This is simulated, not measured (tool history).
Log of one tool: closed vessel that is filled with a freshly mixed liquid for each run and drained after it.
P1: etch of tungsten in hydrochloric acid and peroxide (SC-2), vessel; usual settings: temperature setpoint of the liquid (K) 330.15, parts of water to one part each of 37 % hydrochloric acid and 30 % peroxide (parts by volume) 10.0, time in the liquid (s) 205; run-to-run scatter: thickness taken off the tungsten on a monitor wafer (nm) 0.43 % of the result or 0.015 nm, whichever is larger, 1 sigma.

run	hour	temperature setpoint of the liquid (K)	parts of water to one part each of 37 % hydrochloric acid and 30 % peroxide (parts by volume)	time in the liquid (s)	thickness taken off the tungsten on a monitor wafer (nm)
1	9.2	330.15	10.0	205	36.1010
2	20.9	344.65	10.0	205	87.6770
3	32.2	330.15	10.0	205	36.2730
4	41.0	330.15	10.0	205	35.9670
5	56.9	313.65	10.0	205	11.8560
6	66.3	330.15	10.0	365	64.5960
7	74.8	330.15	4.0	205	72.8390
8	90.9	330.15	10.0	205	36.0520
9	101.0	317.65	10.0	335	25.8950
10	110.9	330.15	10.0	205	36.2750
11	129.7	322.15	14.5	205	15.6770
12	144.3	330.15	10.0	205	36.3880
13	154.9	330.15	10.0	30	5.3497
14	172.6	330.15	10.0	205	36.1940
15	191.5	330.15	17.5	205	22.2220
16	205.0	330.15	10.0	205	36.1280
17	220.6	330.15	10.0	205	34.8460
18	230.0	330.15	10.0	205	34.6350
19	245.7	330.15	10.0	205	34.3560
20	264.7	330.15	10.0	205	33.5450
21	282.4	330.15	10.0	205	33.1780
# hour 296.9: new drum of peroxide connected
22	300.1	330.15	10.0	205	33.3160
23	316.6	330.15	10.0	205	33.4820
24	329.3	330.15	10.0	205	33.6160

What P1 gives has crept away from where it was. These 2 causes fit the log equally well, each at the size given:
A: liquid colder than its thermometer reads (K) = 1.3
B: chemicals flow below the setpoint (%) = 9.39
The creep began at about hour 205.0.
Why every other cause is out:
peroxide weaker than its label (%): serviced at hour 296.9, which brought nothing back

4 check runs are offered, each on 3 wafers whose results are averaged, their results left as question marks. Which one tells the causes apart?
check 1	342.0	322.15	4.0	205	?
check 2	342.0	314.15	17.0	205	?
check 3	342.0	341.15	10.0	30	?
check 4	342.0	341.15	10.0	75	?

What each check would give under each cause:
check	result	if A	if B
check 1	thickness taken off the tungsten on a monitor wafer (nm)	39.3050	40.1260
check 2	thickness taken off the tungsten on a monitor wafer (nm)	7.1259	7.1503
check 3	thickness taken off the tungsten on a monitor wafer (nm)	9.6756	9.6299
check 4	thickness taken off the tungsten on a monitor wafer (nm)	24.1890	24.0750
How far apart the two closest causes lie, in the result that separates them most: check 1 2.07 %; check 2 0.34 %; check 3 0.47 %; check 4 0.47 %
Only check 1 tells the causes apart: in the others they would give nearly the same result.

Check 1 was then run and gave: thickness taken off the tungsten on a monitor wafer (nm) 40.2040. Which cause is it?

It is B: chemicals flow below the setpoint (%).

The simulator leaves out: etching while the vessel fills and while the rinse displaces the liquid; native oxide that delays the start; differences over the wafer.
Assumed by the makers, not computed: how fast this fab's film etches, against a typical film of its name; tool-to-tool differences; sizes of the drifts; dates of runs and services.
